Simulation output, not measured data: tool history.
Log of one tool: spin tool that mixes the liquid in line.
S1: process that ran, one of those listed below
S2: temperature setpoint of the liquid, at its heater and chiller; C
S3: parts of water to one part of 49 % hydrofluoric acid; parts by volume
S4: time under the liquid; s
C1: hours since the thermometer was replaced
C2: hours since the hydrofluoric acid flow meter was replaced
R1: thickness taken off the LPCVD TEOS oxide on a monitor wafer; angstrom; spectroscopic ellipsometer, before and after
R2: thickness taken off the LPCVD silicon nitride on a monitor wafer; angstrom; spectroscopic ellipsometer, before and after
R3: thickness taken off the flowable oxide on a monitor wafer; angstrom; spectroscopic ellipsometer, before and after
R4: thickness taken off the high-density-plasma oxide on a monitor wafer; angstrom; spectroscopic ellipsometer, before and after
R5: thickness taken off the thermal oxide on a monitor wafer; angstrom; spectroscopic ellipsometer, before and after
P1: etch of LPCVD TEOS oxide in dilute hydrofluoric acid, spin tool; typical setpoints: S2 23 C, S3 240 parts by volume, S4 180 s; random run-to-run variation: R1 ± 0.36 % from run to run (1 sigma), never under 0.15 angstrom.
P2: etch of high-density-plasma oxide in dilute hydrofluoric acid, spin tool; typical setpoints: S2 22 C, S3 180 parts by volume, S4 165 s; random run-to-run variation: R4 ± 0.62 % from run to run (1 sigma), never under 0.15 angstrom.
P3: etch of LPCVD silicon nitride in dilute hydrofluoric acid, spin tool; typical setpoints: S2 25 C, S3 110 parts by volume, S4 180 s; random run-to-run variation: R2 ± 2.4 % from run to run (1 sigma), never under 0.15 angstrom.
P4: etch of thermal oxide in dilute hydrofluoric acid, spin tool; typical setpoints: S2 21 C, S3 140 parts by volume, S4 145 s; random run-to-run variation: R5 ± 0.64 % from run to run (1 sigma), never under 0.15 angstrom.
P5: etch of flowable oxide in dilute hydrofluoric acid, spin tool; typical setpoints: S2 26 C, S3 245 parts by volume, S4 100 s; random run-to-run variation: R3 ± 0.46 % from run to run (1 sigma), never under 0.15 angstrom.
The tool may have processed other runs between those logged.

run 1 hour=8.1 | S1=P1 S2=23 S3=240 S4=180 | C1=800.2 C2=428.4 | R1=128.95
run 2 hour=12.3 | S1=P1 S2=23 S3=240 S4=180 | C1=804.4 C2=432.6 | R1=129.17
run 3 hour=18.1 | S1=P3 S2=29.5 S3=110 S4=180 | C1=810.2 C2=438.4 | R2=13.969
run 4 hour=25.1 | S1=P1 S2=23 S3=435 S4=180 | C1=817.2 C2=445.4 | R1=59.545
run 5 hour=32 | S1=P1 S2=23 S3=100 S4=290 | C1=824.1 C2=452.3 | R1=583.71
run 6 hour=38.9 | S1=P1 S2=30 S3=240 S4=180 | C1=831 C2=459.2 | R1=165.59
run 7 hour=47.4 | S1=P5 S2=26 S3=60 S4=100 | C1=839.5 C2=467.7 | R3=497.77
run 8 hour=53 | S1=P5 S2=18.5 S3=245 S4=100 | C1=845.1 C2=473.3 | R3=75.3
run 9 hour=57.5 | S1=P2 S2=22 S3=180 S4=35 | C1=849.6 C2=477.8 | R4=9.4135
run 10 hour=65.2 | S1=P1 S2=23 S3=240 S4=290 | C1=857.3 C2=485.5 | R1=209.26
run 11 hour=73.1 | S1=P1 S2=31 S3=135 S4=180 | C1=865.2 C2=493.4 | R1=347.95
run 12 hour=81.2 | S1=P3 S2=25 S3=110 S4=330 | C1=873.3 C2=501.5 | R2=19.303
run 13 hour=87.6 | S1=P4 S2=21 S3=140 S4=145 | C1=879.7 C2=507.9 | R5=42.809
run 14 hour=96.3 | S1=P5 S2=26 S3=245 S4=100 | C1=888.4 C2=516.6 | R3=98.757
run 15 hour=104.5 | S1=P2 S2=22 S3=180 S4=165 | C1=896.6 C2=524.8 | R4=44.128
run 16 hour=112.1 | S1=P2 S2=30 S3=180 S4=165 | C1=904.2 C2=532.4 | R4=59.894
run 17 hour=118.1 | S1=P4 S2=21 S3=140 S4=145 | C1=910.2 C2=538.4 | R5=43.269
run 18 hour=126.9 | S1=P4 S2=21 S3=25 S4=145 | C1=919 C2=547.2 | R5=272.73
run 19 hour=131.1 | S1=P5 S2=26 S3=245 S4=15 | C1=923.2 C2=551.4 | R3=15.184
run 20 hour=140.3 | S1=P1 S2=23 S3=240 S4=180 | C1=932.4 C2=560.6 | R1=128.87
run 21 hour=148.7 | S1=P1 S2=23 S3=240 S4=180 | C1=940.8 C2=569 | R1=129.38
run 22 hour=154.7 | S1=P4 S2=21 S3=140 S4=80 | C1=946.8 C2=575 | R5=23.148
run 23 hour=163.6 | S1=P4 S2=29 S3=140 S4=145 | C1=955.7 C2=583.9 | R5=57.967
run 24 hour=167.8 | S1=P3 S2=25 S3=110 S4=180 | C1=959.9 C2=588.1 | R2=10.001
run 25 hour=173.9 | S1=P2 S2=22 S3=295 S4=165 | C1=966 C2=594.2 | R4=24.589
run 26 hour=179.1 | S1=P1 S2=23 S3=240 S4=180 | C1=971.2 C2=599.4 | R1=128.8
run 27 hour=185.7 | S1=P1 S2=23 S3=240 S4=65 | C1=977.8 C2=606 | R1=46.849
run 28 hour=191.9 | S1=P1 S2=23 S3=240 S4=180 | C1=984 C2=612.2 | R1=129.13
run 29 hour=196 | S1=P1 S2=23 S3=55 S4=180 | C1=988.1 C2=616.3 | R1=696.05
run 30 hour=200.9 | S1=P3 S2=25 S3=110 S4=180 | C1=993 C2=621.2 | R2=11.282
run 31 hour=208.5 | S1=P1 S2=23 S3=240 S4=180 | C1=1000.6 C2=628.8 | R1=129.59
run 32 hour=214 | S1=P1 S2=18 S3=240 S4=180 | C1=1006.1 C2=634.3 | R1=106.64
run 33 hour=220.2 | S1=P3 S2=25 S3=50 S4=180 | C1=1012.3 C2=640.5 | R2=22.754
run 34 hour=226.7 | S1=P1 S2=23 S3=240 S4=180 | C1=1018.8 C2=647 | R1=129.9
run 35 hour=233.2 | S1=P1 S2=23 S3=240 S4=180 | C1=1025.3 C2=653.5 | R1=126.27
run 36 hour=240.1 | S1=P1 S2=23 S3=240 S4=180 | C1=1032.2 C2=660.4 | R1=125.27
run 37 hour=247.9 | S1=P1 S2=23 S3=240 S4=180 | C1=1040 C2=668.2 | R1=123.13
run 38 hour=256.8 | S1=P1 S2=23 S3=240 S4=180 | C1=1048.9 C2=677.1 | R1=121.74
run 39 hour=265.9 | S1=P1 S2=23 S3=240 S4=180 | C1=1058 C2=686.2 | R1=120.43
run 40 hour=274.8 | S1=P1 S2=23 S3=240 S4=180 | C1=1066.9 C2=695.1 | R1=119.66
run 41 hour=281.7 | S1=P1 S2=23 S3=240 S4=180 | C1=1073.8 C2=702 | R1=119.58
run 42 hour=289.9 | S1=P1 S2=23 S3=240 S4=180 | C1=1082 C2=710.2 | R1=120.19
run 43 hour=298.8 | S1=P1 S2=23 S3=240 S4=180 | C1=1090.9 C2=719.1 | R1=119.57
run 44 hour=303.7 | S1=P1 S2=23 S3=240 S4=180 | C1=1095.8 C2=724 | R1=119.35

P1 has crept away from where it was. The log is fitted equally well by each of these 2 causes, at the sizes shown:
A: liquid colder than its thermometer reads (K) = 2.12
B: hydrofluoric acid flow below the setpoint (%) = 6.05
Onset of the creep was near hour 226.7.

You are offered 4 check runs, listed below with question marks in place of their results; each one averages 5 wafers. Which run separates the listed causes by giving clearly different results for each?
run check 1 hour=308.6 | S1=P5 S2=26 S3=170 S4=100 | R3=?
run check 2 hour=308.6 | S1=P3 S2=25 S3=70 S4=325 | R2=?
run check 3 hour=308.6 | S1=P4 S2=28 S3=140 S4=145 | R5=?
run check 4 hour=308.6 | S1=P2 S2=27.5 S3=250 S4=165 | R4=?

If the cause were each of the candidates in turn, the checks would give the following:
check=check_1 result=R3 if_A=142.66 if_B=143.24
check=check_2 result=R2 if_A=26.162 if_B=28.343
check=check_3 result=R5 if_A=51.78 if_B=52.062
check=check_4 result=R4 if_A=33.738 if_B=33.528
Smallest distance between any two causes, each pair judged by its most separating result, in per cent: check 1 0.4 %; check 2 8.01 %; check 3 0.54 %; check 4 0.62 %
Of the check runs offered, only check 2 discriminates between the causes; the rest would read about the same regardless of which cause applies.

The results of check 2 are: R2 25.783 angstrom. Based on these, which of the listed causes is it?

Of the candidate causes, it is A: liquid colder than its thermometer reads (K).

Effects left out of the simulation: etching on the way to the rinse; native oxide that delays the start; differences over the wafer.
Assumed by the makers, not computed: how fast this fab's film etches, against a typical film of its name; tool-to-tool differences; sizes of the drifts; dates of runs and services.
